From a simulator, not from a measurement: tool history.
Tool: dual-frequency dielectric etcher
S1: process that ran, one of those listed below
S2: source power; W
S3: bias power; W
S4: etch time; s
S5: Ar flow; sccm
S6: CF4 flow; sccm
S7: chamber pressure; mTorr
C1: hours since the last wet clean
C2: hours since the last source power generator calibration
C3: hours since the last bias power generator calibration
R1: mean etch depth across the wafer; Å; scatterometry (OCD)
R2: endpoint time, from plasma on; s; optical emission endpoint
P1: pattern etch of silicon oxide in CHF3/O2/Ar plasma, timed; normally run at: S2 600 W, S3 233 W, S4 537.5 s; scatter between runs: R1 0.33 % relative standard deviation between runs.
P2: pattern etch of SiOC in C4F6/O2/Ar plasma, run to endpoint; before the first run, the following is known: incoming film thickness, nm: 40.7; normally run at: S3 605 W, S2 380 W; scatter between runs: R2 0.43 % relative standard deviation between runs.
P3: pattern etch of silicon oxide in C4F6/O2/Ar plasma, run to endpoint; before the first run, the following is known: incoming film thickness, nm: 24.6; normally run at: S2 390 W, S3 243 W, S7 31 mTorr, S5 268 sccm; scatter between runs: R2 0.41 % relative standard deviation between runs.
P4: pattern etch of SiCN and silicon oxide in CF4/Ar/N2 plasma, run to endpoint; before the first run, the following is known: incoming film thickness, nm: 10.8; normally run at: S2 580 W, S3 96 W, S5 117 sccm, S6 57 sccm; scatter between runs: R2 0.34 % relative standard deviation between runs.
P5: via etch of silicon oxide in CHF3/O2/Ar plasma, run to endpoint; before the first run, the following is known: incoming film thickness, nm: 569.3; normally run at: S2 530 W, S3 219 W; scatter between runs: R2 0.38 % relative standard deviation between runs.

| run | hour | S1 | S2 | S3 | S4 | S5 | S6 | S7 | C1 | C2 | C3 | R1 | R2 |
|---|---|---|---|---|---|---|---|---|---|---|---|---|---|
| 1 | 11.0 | P1 | 600 | 233 | 537.5 |  |  |  | 394.3 | 1358.0 | 1997.8 | 11600.0 |  |
| 2 | 25.1 | P1 | 600 | 233 | 537.5 |  |  |  | 408.4 | 1372.1 | 2011.9 | 11528.0 |  |
| 3 | 37.2 | P4 | 580 | 114 |  | 117 | 57 |  | 420.5 | 1384.2 | 2024.0 |  | 9.1865 |
| 4 | 49.7 | P1 | 390 | 233 | 537.5 |  |  |  | 433.0 | 1396.7 | 2036.5 | 9843.5 |  |
| 5 | 59.3 | P3 | 390 | 243 |  | 268 |  | 42 | 442.6 | 1406.3 | 2046.1 |  | 7.0226 |
| 6 | 75.2 | P1 | 600 | 233 | 537.5 |  |  |  | 458.5 | 1422.2 | 2062.0 | 11552.0 |  |
| 7 | 91.7 | P5 | 530 | 219 |  |  |  |  | 475.0 | 1438.7 | 2078.5 |  | 274.8300 |
| 8 | 102.8 | P1 | 600 | 233 | 537.5 |  |  |  | 486.1 | 1449.8 | 2089.6 | 11576.0 |  |
| 9 | 116.2 | P2 | 380 | 605 |  |  |  |  | 499.5 | 1463.2 | 2103.0 |  | 12.7520 |
| 10 | 130.1 | P4 | 580 | 96 |  | 165 | 57 |  | 513.4 | 1477.1 | 2116.9 |  | 10.2770 |
| 11 | 144.6 | P4 | 790 | 96 |  | 117 | 57 |  | 527.9 | 1491.6 | 2131.4 |  | 7.4955 |
| 12 | 159.7 | P4 | 580 | 96 |  | 117 | 57 |  | 543.0 | 1506.7 | 2146.5 |  | 9.7462 |
| 13 | 172.5 | P2 | 540 | 605 |  |  |  |  | 555.8 | 1519.5 | 2159.3 |  | 11.0990 |
| 14 | 179.9 | P4 | 580 | 96 |  | 117 | 35 |  | 563.2 | 1526.9 | 2166.7 |  | 10.5240 |
| 15 | 190.1 | P1 | 730 | 233 | 537.5 |  |  |  | 573.4 | 1537.1 | 2176.9 | 12416.0 |  |
| 16 | 198.7 | P3 | 260 | 243 |  | 268 |  | 31 | 582.0 | 1545.7 | 2185.5 |  | 7.9208 |
| 17 | 215.0 | P1 | 600 | 233 | 537.5 |  |  |  | 598.3 | 1562.0 | 2201.8 | 11547.0 |  |
| 18 | 226.2 | P3 | 390 | 183 |  | 268 |  | 31 | 609.5 | 1573.2 | 2213.0 |  | 7.4181 |
| 19 | 236.5 | P2 | 380 | 467 |  |  |  |  | 619.8 | 1583.5 | 2223.3 |  | 13.9360 |
| 20 | 250.6 | P5 | 530 | 219 |  |  |  |  | 633.9 | 1597.6 | 2237.4 |  | 273.9000 |
| 21 | 259.5 | P5 | 530 | 170 |  |  |  |  | 642.8 | 1606.5 | 2246.3 |  | 299.3100 |
| 22 | 275.5 | P1 | 600 | 300 | 537.5 |  |  |  | 658.8 | 1622.5 | 2262.3 | 12629.0 |  |
| 23 | 283.4 | P1 | 600 | 285 | 308.0 |  |  |  | 666.7 | 1630.4 | 2270.2 | 7064.4 |  |
| 24 | 293.5 | P1 | 600 | 233 | 309.0 |  |  |  | 676.8 | 1640.5 | 2280.3 | 6622.4 |  |
| 25 | 303.8 | P1 | 600 | 233 | 733.0 |  |  |  | 687.1 | 1650.8 | 2290.6 | 15756.0 |  |
| 26 | 312.3 | P3 | 390 | 243 |  | 268 |  | 31 | 695.6 | 1659.3 | 2299.1 |  | 6.8281 |
| 27 | 319.7 | P5 | 630 | 219 |  |  |  |  | 703.0 | 1666.7 | 2306.5 |  | 256.9400 |
| 28 | 334.5 | P1 | 600 | 233 | 537.5 |  |  |  | 717.8 | 1681.5 | 2321.3 | 11458.0 |  |
| 29 | 343.0 | P3 | 390 | 243 |  | 368 |  | 31 | 726.3 | 1690.0 | 2329.8 |  | 7.0683 |
| 30 | 350.6 | P1 | 600 | 154 | 537.5 |  |  |  | 733.9 | 1697.6 | 2337.4 | 10054.0 |  |
| 31 | 360.6 | P3 | 390 | 243 |  | 268 |  | 31 | 743.9 | 1707.6 | 2347.4 |  | 6.8228 |
| 32 | 370.1 | P2 | 380 | 605 |  |  |  |  | 753.4 | 1717.1 | 2356.9 |  | 12.6930 |
| 33 | 383.2 | P1 | 600 | 233 | 537.5 |  |  |  | 766.5 | 1730.2 | 2370.0 | 11551.0 |  |
| 34 | 395.8 | P1 | 600 | 233 | 537.5 |  |  |  | 779.1 | 1742.8 | 2382.6 | 11609.0 |  |
| 35 | 411.1 | P1 | 600 | 233 | 537.5 |  |  |  | 794.4 | 1758.1 | 2397.9 | 11692.0 |  |
| 36 | 421.4 | P1 | 600 | 233 | 537.5 |  |  |  | 804.7 | 1768.4 | 2408.2 | 11680.0 |  |
| 37 | 429.3 | P1 | 600 | 233 | 537.5 |  |  |  | 812.6 | 1776.3 | 2416.1 | 11663.0 |  |
| 38 | 445.1 | P1 | 600 | 233 | 537.5 |  |  |  | 828.4 | 1792.1 | 2431.9 | 11692.0 |  |
| 39 | 457.3 | P1 | 600 | 233 | 537.5 |  |  |  | 840.6 | 1804.3 | 2444.1 | 11758.0 |  |
| 40 | 472.4 | P1 | 600 | 233 | 537.5 |  |  |  | 855.7 | 1819.4 | 2459.2 | 11768.0 |  |
|  | 479.1 | wet clean of the chamber |
| 41 | 484.7 | P1 | 600 | 233 | 537.5 |  |  |  | 5.7 | 1831.7 | 2471.5 | 11787.0 |  |
| 42 | 493.0 | P1 | 600 | 233 | 537.5 |  |  |  | 14.0 | 1840.0 | 2479.8 | 11758.0 |  |
| 43 | 508.2 | P1 | 600 | 233 | 537.5 |  |  |  | 29.2 | 1855.2 | 2495.0 | 11707.0 |  |
| 44 | 520.6 | P1 | 600 | 233 | 537.5 |  |  |  | 41.6 | 1867.6 | 2507.4 | 11713.0 |  |

Something has made what P1 gives creep away from where it was; the 2 causes below, each at its own stated size, fit the log equally well:
A: source power that arrives over what is set, % = 4.51
B: bias power that arrives over what is set, % = 4.81
The process output started creeping at around hour 383.2.
The rest of the possible causes, and what rules out each one:
chamber walls in a state that raises the etch rate, %: serviced at hour 479.1, after the drift had started, without restoring the earlier output

4 check runs are offered, each on 2 wafers whose results are averaged, their results left as question marks. Which one tells the causes apart?
| check 1 | 533.0 | P4 | 580 | 96 |  | 117 | 57 |  |  |  |  |  | ? |
| check 2 | 533.0 | P2 | 380 | 605 |  |  |  |  |  |  |  |  | ? |
| check 3 | 533.0 | P5 | 530 | 219 |  |  |  |  |  |  |  |  | ? |
| check 4 | 533.0 | P3 | 390 | 243 |  | 268 |  | 31 |  |  |  |  | ? |

Check results expected under each cause:
| check | result | if A | if B |
|---|---|---|---|
| check 1 | R2 | 9.3897 | 9.5886 |
| check 2 | R2 | 12.4880 | 12.4640 |
| check 3 | R2 | 269.6300 | 269.6500 |
| check 4 | R2 | 6.7074 | 6.7142 |
Per check, the gap between the least separated pair of causes, taken in the result that splits them most: check 1 2.1 %; check 2 0.2 %; check 3 0.01 %; check 4 0.1 %
The causes can be told apart only by check 1. The other checks would give nearly the same results under each of them.

Here is what check 1 returned: R2 9.3839 s. Which cause is it?

Of the candidate causes, it is A: source power that arrives over what is set, %.
